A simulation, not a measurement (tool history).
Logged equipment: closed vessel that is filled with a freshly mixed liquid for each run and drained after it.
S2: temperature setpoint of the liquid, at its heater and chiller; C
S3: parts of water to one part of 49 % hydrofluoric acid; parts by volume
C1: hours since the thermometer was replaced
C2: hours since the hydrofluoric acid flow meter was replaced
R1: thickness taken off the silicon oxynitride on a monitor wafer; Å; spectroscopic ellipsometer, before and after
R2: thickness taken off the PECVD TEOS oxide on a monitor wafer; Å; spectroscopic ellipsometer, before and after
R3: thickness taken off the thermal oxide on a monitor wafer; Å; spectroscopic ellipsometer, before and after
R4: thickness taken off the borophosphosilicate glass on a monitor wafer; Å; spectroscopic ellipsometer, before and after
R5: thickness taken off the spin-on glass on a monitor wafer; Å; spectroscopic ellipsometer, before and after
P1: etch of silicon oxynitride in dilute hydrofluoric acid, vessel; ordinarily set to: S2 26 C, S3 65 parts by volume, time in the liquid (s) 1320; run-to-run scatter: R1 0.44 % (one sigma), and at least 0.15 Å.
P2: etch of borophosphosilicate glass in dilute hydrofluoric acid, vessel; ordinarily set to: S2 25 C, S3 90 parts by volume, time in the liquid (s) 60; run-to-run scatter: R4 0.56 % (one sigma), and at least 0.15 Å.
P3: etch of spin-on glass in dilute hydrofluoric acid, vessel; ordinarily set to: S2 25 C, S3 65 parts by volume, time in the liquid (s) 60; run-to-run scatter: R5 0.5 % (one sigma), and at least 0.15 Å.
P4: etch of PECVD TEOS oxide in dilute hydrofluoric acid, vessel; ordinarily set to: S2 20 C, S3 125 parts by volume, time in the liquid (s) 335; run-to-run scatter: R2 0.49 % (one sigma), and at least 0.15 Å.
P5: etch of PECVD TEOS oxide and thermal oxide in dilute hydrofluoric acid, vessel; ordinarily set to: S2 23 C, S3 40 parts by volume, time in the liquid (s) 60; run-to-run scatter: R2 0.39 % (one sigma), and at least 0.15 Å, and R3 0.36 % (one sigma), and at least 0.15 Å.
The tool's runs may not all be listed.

run 1 day=0.604 | process_that_ran=P1 S2=26 S3=65 time_in_the_liquid_(s)=1320 | C1=985 C2=731.3 | R1=338.21
run 2 day=0.917 | process_that_ran=P5 S2=23 S3=20 time_in_the_liquid_(s)=60 | C1=992.5 C2=738.8 | R2=892.85 R3=149.47
run 3 day=1.521 | process_that_ran=P1 S2=26 S3=65 time_in_the_liquid_(s)=1320 | C1=1007 C2=753.3 | R1=337.93
run 4 day=1.858 | process_that_ran=P5 S2=23 S3=40 time_in_the_liquid_(s)=60 | C1=1015.1 C2=761.4 | R2=435.32 R3=72.06
run 5 day=2.262 | process_that_ran=P4 S2=20 S3=205 time_in_the_liquid_(s)=335 | C1=1024.8 C2=771.1 | R2=139.18
run 6 day=2.779 | process_that_ran=P2 S2=25 S3=90 time_in_the_liquid_(s)=60 | C1=1037.2 C2=783.5 | R4=315.82
run 7 day=3.138 | process_that_ran=P3 S2=25 S3=65 time_in_the_liquid_(s)=60 | C1=1045.8 C2=792.1 | R5=269.88
run 8 day=3.683 | process_that_ran=P1 S2=30.5 S3=65 time_in_the_liquid_(s)=1320 | C1=1058.9 C2=805.2 | R1=420.71
run 9 day=4.296 | process_that_ran=P1 S2=26 S3=20 time_in_the_liquid_(s)=420 | C1=1073.6 C2=819.9 | R1=361.95
run 10 day=4.95 | process_that_ran=P1 S2=26 S3=65 time_in_the_liquid_(s)=1320 | C1=1089.3 C2=835.6 | R1=339.6
run 11 day=5.6 | process_that_ran=P5 S2=23 S3=40 time_in_the_liquid_(s)=60 | C1=1104.9 C2=851.2 | R2=433.36 R3=72.675
run 12 day=6.242 | process_that_ran=P1 S2=26 S3=105 time_in_the_liquid_(s)=1320 | C1=1120.3 C2=866.6 | R1=202.42
run 13 day=6.783 | process_that_ran=P5 S2=23 S3=40 time_in_the_liquid_(s)=30 | C1=1133.3 C2=879.6 | R2=216.53 R3=35.834
run 14 day=7.271 | process_that_ran=P1 S2=32 S3=65 time_in_the_liquid_(s)=465 | C1=1145 C2=891.3 | R1=157.65
run 15 day=7.925 | process_that_ran=P2 S2=18.5 S3=90 time_in_the_liquid_(s)=60 | C1=1160.7 C2=907 | R4=245.4
run 16 day=8.496 | process_that_ran=P2 S2=25 S3=90 time_in_the_liquid_(s)=60 | C1=1174.4 C2=920.7 | R4=316.51
run 17 day=8.883 | process_that_ran=P4 S2=20 S3=125 time_in_the_liquid_(s)=610 | C1=1183.7 C2=930 | R2=450.34
run 18 day=9.438 | process_that_ran=P1 S2=26 S3=65 time_in_the_liquid_(s)=1320 | C1=1197 C2=943.3 | R1=339.69
run 19 day=9.858 | process_that_ran=P5 S2=31 S3=40 time_in_the_liquid_(s)=60 | C1=1207.1 C2=953.4 | R2=596.83 R3=99.994
run 20 day=10.267 | process_that_ran=P2 S2=25 S3=25 time_in_the_liquid_(s)=60 | C1=1216.9 C2=963.2 | R4=1238.2
run 21 day=10.779 | process_that_ran=P3 S2=25 S3=65 time_in_the_liquid_(s)=120 | C1=1229.2 C2=975.5 | R5=545.09
run 22 day=11.317 | process_that_ran=P4 S2=28 S3=125 time_in_the_liquid_(s)=335 | C1=1242.1 C2=988.4 | R2=338.6
run 23 day=11.888 | process_that_ran=P1 S2=26 S3=65 time_in_the_liquid_(s)=30 | C1=1255.8 C2=1002.1 | R1=7.8319
run 24 day=12.362 | process_that_ran=P1 S2=26 S3=20 time_in_the_liquid_(s)=1320 | C1=1267.2 C2=1013.5 | R1=1146.6
run 25 day=13.033 | process_that_ran=P4 S2=20 S3=125 time_in_the_liquid_(s)=335 | C1=1283.3 C2=1029.6 | R2=248.57
run 26 day=13.512 | process_that_ran=P1 S2=22 S3=65 time_in_the_liquid_(s)=1320 | C1=1294.8 C2=1041.1 | R1=277.64
run 27 day=13.846 | process_that_ran=P3 S2=18.5 S3=65 time_in_the_liquid_(s)=60 | C1=1302.8 C2=1049.1 | R5=207.25
run 28 day=14.404 | process_that_ran=P3 S2=25 S3=20 time_in_the_liquid_(s)=60 | C1=1316.2 C2=1062.5 | R5=937.13
run 29 day=14.754 | process_that_ran=P1 S2=26 S3=65 time_in_the_liquid_(s)=1965 | C1=1324.6 C2=1070.9 | R1=504.36
run 30 day=15.35 | process_that_ran=P2 S2=25 S3=90 time_in_the_liquid_(s)=30 | C1=1338.9 C2=1085.2 | R4=159.05
run 31 day=15.679 | process_that_ran=P1 S2=31.5 S3=65 time_in_the_liquid_(s)=70 | C1=1346.8 C2=1093.1 | R1=23.475
run 32 day=16.242 | process_that_ran=P3 S2=25 S3=65 time_in_the_liquid_(s)=60 | C1=1360.3 C2=1106.6 | R5=268.05
run 33 day=16.604 | process_that_ran=P4 S2=20 S3=125 time_in_the_liquid_(s)=335 | C1=1369 C2=1115.3 | R2=248.09

Run 34 has not been measured yet. What should we expect?
run 34 day=16.992 | process_that_ran=P1 S2=26 S3=65 time_in_the_liquid_(s)=1320 | C1=1378.3 C2=1124.6 | R1=?

Run 34 came out at R1 336.37 Å.

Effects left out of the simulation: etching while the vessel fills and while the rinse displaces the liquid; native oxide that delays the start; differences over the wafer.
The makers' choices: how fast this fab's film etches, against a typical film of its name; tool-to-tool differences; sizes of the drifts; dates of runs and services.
